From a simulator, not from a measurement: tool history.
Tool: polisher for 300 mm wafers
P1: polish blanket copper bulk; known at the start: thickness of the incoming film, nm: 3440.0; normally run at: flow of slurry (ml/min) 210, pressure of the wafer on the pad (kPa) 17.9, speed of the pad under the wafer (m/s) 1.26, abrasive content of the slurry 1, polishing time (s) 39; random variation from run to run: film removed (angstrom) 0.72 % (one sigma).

run	hour	flow of slurry (ml/min)	pressure of the wafer on the pad (kPa)	speed of the pad under the wafer (m/s)	abrasive content of the slurry	polishing time (s)	wafers polished on this pad	hours since the slurry nozzle was cleaned	hours since the head pressure was calibrated	hours since the slurry blender was calibrated	film removed (angstrom)
1	4.4	210	17.9	1.26	1	39	742	104.8	73.8	78.8	3338.1
2	7.5	210	22.1	1.26	1	29	769	107.9	76.9	81.9	3074.4
3	11.5	210	17.9	1.26	1	39	804	111.9	80.9	85.9	3319.6
4	16.8	210	11	1.26	1	39	851	117.2	86.2	91.2	2049.3
5	22.8	210	17.9	1.26	1	56	904	123.2	92.2	97.2	4810.3
6	25.7	210	26.9	1.26	1	39	930	126.1	95.1	100.1	5041.3
7	30	210	17.9	1.26	0.6	39	968	130.4	99.4	104.4	3043
8	35.4	125	17.9	1.26	1	39	1015	135.8	104.8	109.8	3067.8
9	40	210	17.9	1.26	1	39	1056	140.4	109.4	114.4	3311
10	42.8	210	17.9	1.26	1.3	39	1081	143.2	112.2	117.2	3525.1
11	48.5	210	9.7	0.68	1	39	1131	148.9	117.9	122.9	969.91
12	51.4	210	17.9	1.26	1	18	1157	151.8	120.8	125.8	1536.1
13	55.5	210	17.9	1.92	1	39	1193	155.9	124.9	129.9	5070.4
14	58.6	210	17.9	0.6	1	39	1220	159	128	133	1600.6
15	62.9	300	17.9	1.26	1	39	1258	163.3	132.3	137.3	3455.1
16	67.5	210	17.9	1.78	1	52	1299	167.9	136.9	141.9	6291.3
17	70.4	210	17.9	1.26	1	39	1324	170.8	139.8	144.8	3334

Run 18 comes next. What will it give?
18	74	210	17.9	1.26	1	39	1356	174.4	143.4	148.4	?

{"run 18": {"film removed (angstrom)": 3338.3}}

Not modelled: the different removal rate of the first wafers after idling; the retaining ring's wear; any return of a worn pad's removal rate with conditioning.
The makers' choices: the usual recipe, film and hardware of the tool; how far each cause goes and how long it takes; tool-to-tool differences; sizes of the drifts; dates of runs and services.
